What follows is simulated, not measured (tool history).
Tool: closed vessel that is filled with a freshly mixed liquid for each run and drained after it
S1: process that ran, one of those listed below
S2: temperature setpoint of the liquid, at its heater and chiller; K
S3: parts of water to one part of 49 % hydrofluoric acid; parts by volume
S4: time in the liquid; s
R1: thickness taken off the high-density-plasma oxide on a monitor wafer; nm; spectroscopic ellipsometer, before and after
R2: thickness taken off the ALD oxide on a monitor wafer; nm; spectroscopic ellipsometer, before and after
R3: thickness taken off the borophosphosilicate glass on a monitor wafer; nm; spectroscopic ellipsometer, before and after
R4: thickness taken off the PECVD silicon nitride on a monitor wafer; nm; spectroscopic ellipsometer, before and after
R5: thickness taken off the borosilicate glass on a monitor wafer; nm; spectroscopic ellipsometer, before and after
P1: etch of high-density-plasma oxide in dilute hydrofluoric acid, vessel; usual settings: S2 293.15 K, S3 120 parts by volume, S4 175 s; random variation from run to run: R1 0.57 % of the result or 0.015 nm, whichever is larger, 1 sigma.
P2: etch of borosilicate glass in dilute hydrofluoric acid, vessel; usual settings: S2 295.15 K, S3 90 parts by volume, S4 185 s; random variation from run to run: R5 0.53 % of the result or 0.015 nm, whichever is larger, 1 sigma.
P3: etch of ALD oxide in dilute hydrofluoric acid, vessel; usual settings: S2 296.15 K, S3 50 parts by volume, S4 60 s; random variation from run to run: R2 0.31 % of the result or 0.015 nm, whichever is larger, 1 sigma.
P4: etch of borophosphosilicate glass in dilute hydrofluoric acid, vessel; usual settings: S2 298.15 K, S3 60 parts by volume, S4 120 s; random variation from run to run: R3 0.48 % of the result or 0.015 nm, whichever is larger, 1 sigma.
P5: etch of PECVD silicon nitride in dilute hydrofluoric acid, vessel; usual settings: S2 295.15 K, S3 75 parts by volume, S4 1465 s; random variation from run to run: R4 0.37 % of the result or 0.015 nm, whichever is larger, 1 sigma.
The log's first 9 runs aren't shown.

run	day	S1	S2	S3	S4	R1	R2	R3	R4	R5
10	2.150	P2	295.15	55	185					98.311
11	2.438	P4	298.15	60	120			57.987		
12	2.588	P1	290.15	120	175	5.4406				
13	2.833	P2	295.15	90	185					58.169
14	3.042	P4	298.15	60	235			112.850		
15	3.179	P1	300.15	210	175	4.1488				
16	3.371	P1	293.15	120	300	10.4890				
17	3.529	P1	293.15	120	35	1.2128				
18	3.804	P3	296.15	50	60		15.9550			
19	3.946	P5	295.15	140	1465				20.478	
20	4.138	P2	295.15	90	55					17.317
21	4.412	P5	295.15	75	390				10.043	
22	4.625	P1	293.15	60	175	13.0520				
23	4.779	P3	296.15	50	30		8.0729			

Run 24 comes next. What will it give?
24	5.071	P1	293.15	195	175	?				

{"run 24": {"R1": 3.4826}}

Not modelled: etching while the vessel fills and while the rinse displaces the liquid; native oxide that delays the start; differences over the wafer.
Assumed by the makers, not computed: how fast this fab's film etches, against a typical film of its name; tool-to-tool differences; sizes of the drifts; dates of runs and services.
